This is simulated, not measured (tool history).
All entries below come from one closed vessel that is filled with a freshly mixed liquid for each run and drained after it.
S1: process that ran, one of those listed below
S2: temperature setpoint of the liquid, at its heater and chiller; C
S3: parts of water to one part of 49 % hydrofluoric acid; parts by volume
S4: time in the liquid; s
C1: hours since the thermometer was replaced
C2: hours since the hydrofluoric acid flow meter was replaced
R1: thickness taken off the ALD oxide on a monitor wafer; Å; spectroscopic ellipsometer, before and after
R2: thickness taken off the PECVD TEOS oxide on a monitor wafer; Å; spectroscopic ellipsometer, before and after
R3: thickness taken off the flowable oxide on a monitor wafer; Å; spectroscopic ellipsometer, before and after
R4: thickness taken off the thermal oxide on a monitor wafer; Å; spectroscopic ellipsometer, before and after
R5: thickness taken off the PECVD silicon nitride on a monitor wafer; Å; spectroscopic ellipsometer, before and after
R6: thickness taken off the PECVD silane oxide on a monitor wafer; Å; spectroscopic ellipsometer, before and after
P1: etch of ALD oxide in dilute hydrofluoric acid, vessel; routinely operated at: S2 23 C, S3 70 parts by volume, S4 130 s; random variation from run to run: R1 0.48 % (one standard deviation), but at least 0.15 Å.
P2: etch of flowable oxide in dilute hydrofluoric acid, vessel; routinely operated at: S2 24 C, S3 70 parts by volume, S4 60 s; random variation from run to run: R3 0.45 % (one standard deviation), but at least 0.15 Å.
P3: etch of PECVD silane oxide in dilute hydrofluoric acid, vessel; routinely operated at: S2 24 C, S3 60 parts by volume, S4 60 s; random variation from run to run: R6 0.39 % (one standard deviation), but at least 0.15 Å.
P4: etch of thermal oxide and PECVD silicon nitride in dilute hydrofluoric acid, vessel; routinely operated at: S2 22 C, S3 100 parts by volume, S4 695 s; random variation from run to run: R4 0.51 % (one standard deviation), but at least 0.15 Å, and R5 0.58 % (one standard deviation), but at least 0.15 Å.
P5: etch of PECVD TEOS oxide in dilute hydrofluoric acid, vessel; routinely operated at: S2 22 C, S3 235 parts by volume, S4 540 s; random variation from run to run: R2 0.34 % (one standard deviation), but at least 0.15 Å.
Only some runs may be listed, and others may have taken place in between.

| run | day | S1 | S2 | S3 | S4 | C1 | C2 | R1 | R2 | R3 | R4 | R5 | R6 |
|---|---|---|---|---|---|---|---|---|---|---|---|---|---|
| 1 | 0.454 | P1 | 23 | 70 | 130 | 116.7 | 106.3 | 182.41 |  |  |  |  |  |
| 2 | 1.1 | P5 | 22 | 235 | 540 | 132.2 | 121.8 |  | 187.46 |  |  |  |  |
| 3 | 1.725 | P5 | 22 | 235 | 540 | 147.2 | 136.8 |  | 187.67 |  |  |  |  |
| 4 | 2.196 | P2 | 24 | 70 | 60 | 158.5 | 148.1 |  |  | 414.78 |  |  |  |
|  | 2.429 | thermometer replaced |
| 5 | 2.775 | P4 | 22 | 175 | 695 | 8.4 | 162 |  |  |  | 156.48 | 99.506 |  |
|  | 3.038 | hydrofluoric acid flow meter replaced |
| 6 | 3.254 | P2 | 24 | 70 | 60 | 19.9 | 5.2 |  |  | 416.06 |  |  |  |
| 7 | 3.621 | P5 | 22 | 65 | 540 | 28.7 | 14 |  | 822.04 |  |  |  |  |
| 8 | 3.917 | P1 | 17.5 | 100 | 130 | 35.8 | 21.1 | 98.16 |  |  |  |  |  |
| 9 | 4.533 | P4 | 22 | 100 | 695 | 50.6 | 35.9 |  |  |  | 298.8 | 176.87 |  |
| 10 | 4.892 | P1 | 23 | 70 | 130 | 59.2 | 44.5 | 183.03 |  |  |  |  |  |
| 11 | 5.379 | P5 | 26 | 235 | 540 | 70.9 | 56.2 |  | 216.06 |  |  |  |  |
| 12 | 5.833 | P1 | 23 | 70 | 130 | 81.8 | 67.1 | 183.03 |  |  |  |  |  |
| 13 | 6.262 | P3 | 24 | 60 | 95 | 92.1 | 77.4 |  |  |  |  |  | 380.85 |
| 14 | 6.858 | P4 | 22 | 100 | 60 | 106.4 | 91.7 |  |  |  | 25.454 | 15.078 |  |
| 15 | 7.35 | P3 | 24 | 105 | 60 | 118.2 | 103.5 |  |  |  |  |  | 129.11 |
| 16 | 7.996 | P5 | 22 | 235 | 925 | 133.7 | 119 |  | 321.01 |  |  |  |  |
| 17 | 8.5 | P1 | 23 | 70 | 30 | 145.8 | 131.1 | 42.03 |  |  |  |  |  |
| 18 | 9.129 | P4 | 22 | 100 | 695 | 160.9 | 146.2 |  |  |  | 299.57 | 176.31 |  |
| 19 | 9.596 | P1 | 23 | 70 | 130 | 172.1 | 157.4 | 182.77 |  |  |  |  |  |
| 20 | 9.925 | P4 | 30 | 100 | 695 | 180 | 165.3 |  |  |  | 405.15 | 292.55 |  |
| 21 | 10.533 | P1 | 23 | 70 | 215 | 194.6 | 179.9 | 302.74 |  |  |  |  |  |
| 22 | 10.992 | P3 | 24 | 60 | 60 | 205.6 | 190.9 |  |  |  |  |  | 242.45 |
| 23 | 11.317 | P1 | 23 | 35 | 130 | 213.4 | 198.7 | 381.67 |  |  |  |  |  |
| 24 | 11.954 | P1 | 28.5 | 70 | 130 | 228.7 | 214 | 226.71 |  |  |  |  |  |
| 25 | 12.271 | P2 | 24 | 20 | 60 | 236.3 | 221.6 |  |  | 1539.6 |  |  |  |
| 26 | 12.675 | P3 | 17 | 60 | 60 | 246 | 231.3 |  |  |  |  |  | 179.99 |
| 27 | 13.217 | P1 | 23 | 70 | 130 | 259 | 244.3 | 181.28 |  |  |  |  |  |
| 28 | 13.854 | P2 | 17 | 70 | 60 | 274.3 | 259.6 |  |  | 308.46 |  |  |  |
| 29 | 14.471 | P1 | 18 | 70 | 130 | 289.1 | 274.4 | 147.27 |  |  |  |  |  |
| 30 | 15.083 | P1 | 27 | 30 | 130 | 303.8 | 289.1 | 529.83 |  |  |  |  |  |
| 31 | 15.521 | P1 | 23 | 70 | 130 | 314.3 | 299.6 | 182.88 |  |  |  |  |  |
| 32 | 16.133 | P2 | 24 | 70 | 110 | 329 | 314.3 |  |  | 757.1 |  |  |  |
| 33 | 16.442 | P1 | 23 | 100 | 30 | 336.4 | 321.7 | 28.687 |  |  |  |  |  |
| 34 | 17.088 | P1 | 23 | 125 | 130 | 351.9 | 337.2 | 95.222 |  |  |  |  |  |
| 35 | 17.388 | P1 | 23 | 70 | 130 | 359.1 | 344.4 | 182.75 |  |  |  |  |  |
| 36 | 17.85 | P1 | 23 | 70 | 130 | 370.2 | 355.5 | 176.77 |  |  |  |  |  |
| 37 | 18.192 | P1 | 23 | 70 | 130 | 378.4 | 363.7 | 176.16 |  |  |  |  |  |
| 38 | 18.696 | P1 | 23 | 70 | 130 | 390.5 | 375.8 | 173.29 |  |  |  |  |  |
| 39 | 19.292 | P1 | 23 | 70 | 130 | 404.8 | 390.1 | 173.59 |  |  |  |  |  |
| 40 | 19.938 | P1 | 23 | 70 | 130 | 420.3 | 405.6 | 172.33 |  |  |  |  |  |
| 41 | 20.479 | P1 | 23 | 70 | 130 | 433.3 | 418.6 | 171.11 |  |  |  |  |  |
| 42 | 21.042 | P1 | 23 | 70 | 130 | 446.8 | 432.1 | 170.26 |  |  |  |  |  |

The output of P1 has drifted from where it used to be. Each of the 2 causes below, taken at the size shown beside it, accounts for the log equally well:
A: liquid colder than its thermometer reads (K) = 1.51
B: hydrofluoric acid flow below the setpoint (%) = 5.51
Creep in the process output first set in at about day 17.388.

Of the 4 check runs below, each run on 2 wafers with the results averaged and each result still a question mark, which one would tell the listed causes apart?
| check 1 | 21.604 | P3 | 17.5 | 60 | 60 |  |  |  |  |  |  |  | ? |
| check 2 | 21.604 | P4 | 22 | 165 | 420 |  |  |  |  |  | ? | ? |  |
| check 3 | 21.604 | P2 | 18 | 70 | 110 |  |  |  |  | ? |  |  |  |
| check 4 | 21.604 | P5 | 22 | 120 | 870 |  |  |  | ? |  |  |  |  |

Check results expected under each cause:
| check | result | if A | if B |
|---|---|---|---|
| check 1 | R6 | 171.11 | 171.93 |
| check 2 | R4 | 95.462 | 94.69 |
| check 2 | R5 | 58.617 | 61.231 |
| check 3 | R3 | 552.28 | 554.24 |
| check 4 | R2 | 630.19 | 627.61 |
Distance between the nearest two causes, measured in the result of the check that separates them most: check 1 0.48 %; check 2 4.36 %; check 3 0.35 %; check 4 0.41 %
The other checks would show nearly matching results whichever cause is true, so check 2 is the only one that separates the causes.

Check 2 was carried out, with these results: R4 95.31 Å; R5 58.344 Å. Which of the listed causes is responsible?

A is the cause: liquid colder than its thermometer reads (K).
